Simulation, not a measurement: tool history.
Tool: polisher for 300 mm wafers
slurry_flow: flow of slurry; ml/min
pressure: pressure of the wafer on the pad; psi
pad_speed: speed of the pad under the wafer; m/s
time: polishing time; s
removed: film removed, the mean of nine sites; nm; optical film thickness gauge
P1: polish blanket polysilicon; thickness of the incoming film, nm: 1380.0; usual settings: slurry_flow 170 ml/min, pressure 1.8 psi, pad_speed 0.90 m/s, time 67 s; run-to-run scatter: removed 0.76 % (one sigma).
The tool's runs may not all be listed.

run,hour,slurry_flow,pressure,pad_speed,time,wafers polished on this pad,hours since the slurry nozzle was cleaned,hours since the head pressure was calibrated,removed
1,9.6,170,1.8,0.90,67,804,148.2,549.4,286.90
2,23.5,230,1.8,1.18,67,942,162.1,563.3,387.18
3,33.0,110,1.8,0.90,67,1036,171.6,572.8,265.66
# hour 44.0: slurry nozzle cleaned
4,44.5,170,1.8,0.90,67,1150,0.6,584.3,285.28
5,58.2,170,1.8,1.22,67,1285,14.3,598.0,390.46
# hour 64.4: worn pad replaced by a new one
6,71.8,170,1.8,0.90,89,73,27.9,611.6,383.63
# hour 75.0: head pressure recalibrated
7,79.8,255,1.8,0.90,67,152,35.9,4.8,304.33
8,94.5,170,1.8,0.90,67,298,50.6,19.5,290.41
9,104.3,170,1.8,0.90,67,395,60.4,29.3,288.19
10,114.5,170,1.8,0.40,67,496,70.6,39.5,126.42
11,128.3,170,1.8,0.90,30,632,84.4,53.3,128.40
12,136.9,170,1.8,0.90,67,717,93.0,61.9,289.28
13,151.4,170,0.8,0.90,67,861,107.5,76.4,127.43
14,161.8,170,1.8,0.90,67,964,117.9,86.8,289.24
15,169.9,170,2.4,0.90,67,1044,126.0,94.9,380.18
16,183.5,170,1.8,0.90,67,1179,139.6,108.5,283.64
17,193.4,170,1.8,0.90,67,1277,149.5,118.4,271.98
18,202.5,170,1.8,0.90,67,1367,158.6,127.5,271.42
19,213.3,170,1.8,0.90,67,1474,169.4,138.3,268.32
# hour 219.3: worn pad replaced by a new one
20,221.9,170,1.8,0.90,67,26,178.0,146.9,265.53
21,230.3,170,1.8,0.90,67,109,186.4,155.3,266.33
22,240.6,170,1.8,0.90,67,211,196.7,165.6,262.91

What P1 gives has crept away from where it was. These 2 causes fit the log equally well, each at the size given:
A: head's pressure below its setpoint, % = 7.06
B: slurry flow missing at the pad, % = 32.7
The creep began at about hour 183.5.
Why every other cause is out:
removal rate lost through wear of the pad, %: serviced at hour 219.3, which brought nothing back

4 check runs are offered, each on 5 wafers whose results are averaged, their results left as question marks. Which one tells the causes apart?
check 1,250.9,115,1.8,0.90,67,,,,?
check 2,250.9,170,1.8,0.72,67,,,,?
check 3,250.9,170,1.8,0.46,33,,,,?
check 4,250.9,170,2.4,0.68,67,,,,?

What each check would give under each cause:
check,result,if A,if B
check 1,removed,247.400,239.910
check 2,removed,212.720,212.720
check 3,removed,66.939,66.937
check 4,removed,267.870,267.870
How far apart the two closest causes lie, in the result that separates them most: check 1 3.08 %; check 2 0 %; check 3 0 %; check 4 0 %
Check 1 tells the causes apart: in the others they would give nearly the same result.

Then check 1 was run and gave: removed 248.520 nm. Which cause is it?

It is A: head's pressure below its setpoint, %.
